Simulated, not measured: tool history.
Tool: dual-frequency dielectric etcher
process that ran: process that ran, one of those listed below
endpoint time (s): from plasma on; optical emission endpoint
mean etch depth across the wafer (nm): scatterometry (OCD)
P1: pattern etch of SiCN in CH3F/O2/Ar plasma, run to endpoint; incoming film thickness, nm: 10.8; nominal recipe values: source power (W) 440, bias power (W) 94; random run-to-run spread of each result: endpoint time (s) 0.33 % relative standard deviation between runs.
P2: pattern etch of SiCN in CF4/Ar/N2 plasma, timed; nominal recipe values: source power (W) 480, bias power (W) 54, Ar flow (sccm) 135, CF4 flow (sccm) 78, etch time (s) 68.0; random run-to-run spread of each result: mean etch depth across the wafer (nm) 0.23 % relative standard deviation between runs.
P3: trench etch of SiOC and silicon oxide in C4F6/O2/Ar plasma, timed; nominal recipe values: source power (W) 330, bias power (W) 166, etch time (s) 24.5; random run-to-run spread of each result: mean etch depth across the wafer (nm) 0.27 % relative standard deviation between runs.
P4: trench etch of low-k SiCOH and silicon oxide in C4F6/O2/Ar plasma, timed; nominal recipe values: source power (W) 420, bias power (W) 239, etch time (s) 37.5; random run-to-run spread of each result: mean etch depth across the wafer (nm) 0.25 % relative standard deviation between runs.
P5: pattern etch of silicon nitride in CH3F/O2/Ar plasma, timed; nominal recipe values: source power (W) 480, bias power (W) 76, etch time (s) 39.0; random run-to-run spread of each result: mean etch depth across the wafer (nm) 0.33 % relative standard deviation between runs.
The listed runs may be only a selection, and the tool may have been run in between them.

run,day,process that ran,source power (W),bias power (W),etch time (s),Ar flow (sccm),CF4 flow (sccm),hours since the last wet clean,hours since the last source power generator calibration,hours since the last bias power generator calibration,endpoint time (s),mean etch depth across the wafer (nm)
1,0.217,P1,440,94,,,,54.3,1075.9,1167.7,25.502,
2,0.446,P4,420,239,37.5,,,59.8,1081.4,1173.2,,133.840
3,0.700,P3,330,206,24.5,,,65.9,1087.5,1179.3,,47.897
4,1.071,P2,480,54,68.0,135,99,74.8,1096.4,1188.2,,57.199
5,1.362,P2,480,54,68.0,135,78,81.8,1103.4,1195.2,,55.001
6,1.750,P1,440,94,,,,91.1,1112.7,1204.5,25.676,
7,1.954,P5,480,76,21.5,,,96.0,1117.6,1209.4,,16.618
8,2.262,P3,330,166,24.5,,,103.4,1125.0,1216.8,,44.952
9,2.650,P1,520,79,,,,112.7,1134.3,1226.1,25.613,
10,2.850,P3,390,166,24.5,,,117.5,1139.1,1230.9,,47.740
11,3.112,P2,480,54,46.0,135,78,123.8,1145.4,1237.2,,37.195
12,3.400,P2,480,75,68.0,135,78,130.7,1152.3,1244.1,,61.736
13,3.642,P1,350,94,,,,136.5,1158.1,1249.9,27.761,
14,3.912,P4,300,239,37.5,,,143.0,1164.6,1256.4,,117.970
15,4.246,P1,440,112,,,,151.0,1172.6,1264.4,23.888,
16,4.592,P2,480,54,68.0,135,78,159.3,1180.9,1272.7,,54.899
17,4.867,P1,570,63,,,,165.9,1187.5,1279.3,26.612,
18,5.292,P1,440,63,,,,176.1,1197.7,1289.5,29.249,
19,5.488,P4,420,239,46.5,,,180.8,1202.4,1294.2,,166.350
20,5.742,P3,330,166,32.0,,,186.9,1208.5,1300.3,,58.538
21,6.104,P5,640,76,39.0,,,195.6,1217.2,1309.0,,33.671
22,6.479,P1,440,94,,,,204.6,1226.2,1318.0,25.514,
23,6.921,P5,480,96,39.0,,,215.2,1236.8,1328.6,,32.602
24,7.317,P4,420,183,37.5,,,224.7,1246.3,1338.1,,123.190
# day 7.438: source power generator calibrated
25,7.521,P3,330,166,24.5,,,229.6,2.1,1343.0,,44.657
26,7.821,P1,540,94,,,,236.8,9.3,1350.2,23.845,
27,8.017,P2,640,54,68.0,135,78,241.5,14.0,1354.9,,70.905
28,8.350,P2,480,54,68.0,109,78,249.5,22.0,1362.9,,57.148
29,8.583,P1,440,94,,,,255.1,27.6,1368.5,25.479,
30,8.808,P5,480,76,39.0,,,260.5,33.0,1373.9,,30.002
31,9.054,P1,580,130,,,,266.4,38.9,1379.8,20.465,
32,9.462,P1,440,94,,,,276.2,48.7,1389.6,25.668,
33,9.754,P1,440,94,,,,283.2,55.7,1396.6,25.764,
34,9.971,P1,440,94,,,,288.4,60.9,1401.8,25.846,
# day 10.371: wet clean of the chamber
35,10.412,P1,440,94,,,,1.1,71.5,1412.4,26.114,
36,10.717,P1,440,94,,,,8.4,78.8,1419.7,26.171,
37,11.129,P1,440,94,,,,18.3,88.7,1429.6,26.133,
38,11.521,P1,440,94,,,,27.7,98.1,1439.0,26.084,

The log shows P1 creeping away from where it was. Any of the 2 causes listed here, at the size stated for it, fits the log just as well as the others:
A: source power that arrives under what is set, % = 4.37
B: bias power that arrives under what is set, % = 4.38
The onset of the drift is placed at about day 9.462.
Ruled out, with reasons:
chamber walls in a state that lowers the etch rate, %: maintenance at day 10.371, after the shift began, did not return the process to its former output

Consider the 4 single-wafer check runs listed below, results given as question marks: which one distinguishes between the causes by giving clearly different results for each?
check 1,11.912,P4,420,239,37.5,,,,,,,?
check 2,11.912,P2,480,54,68.0,135,78,,,,,?
check 3,11.912,P5,480,76,39.0,,,,,,,?
check 4,11.912,P3,330,166,24.5,,,,,,,?

If the cause were each of the candidates in turn, the checks would give the following:
check,result,if A,if B
check 1,mean etch depth across the wafer (nm),131.890,132.190
check 2,mean etch depth across the wafer (nm),52.945,54.259
check 3,mean etch depth across the wafer (nm),29.565,29.615
check 4,mean etch depth across the wafer (nm),43.984,44.131
Per-check spread between the two closest causes, in the result where they differ most: check 1 0.22 %; check 2 2.45 %; check 3 0.17 %; check 4 0.33 %
The other checks would show nearly matching results whichever cause is true, so check 2 is the only one that separates the causes.

Check 2 was carried out, with these results: mean etch depth across the wafer (nm) 54.285. Which of the listed causes is responsible?

B is the cause: bias power that arrives under what is set, %.
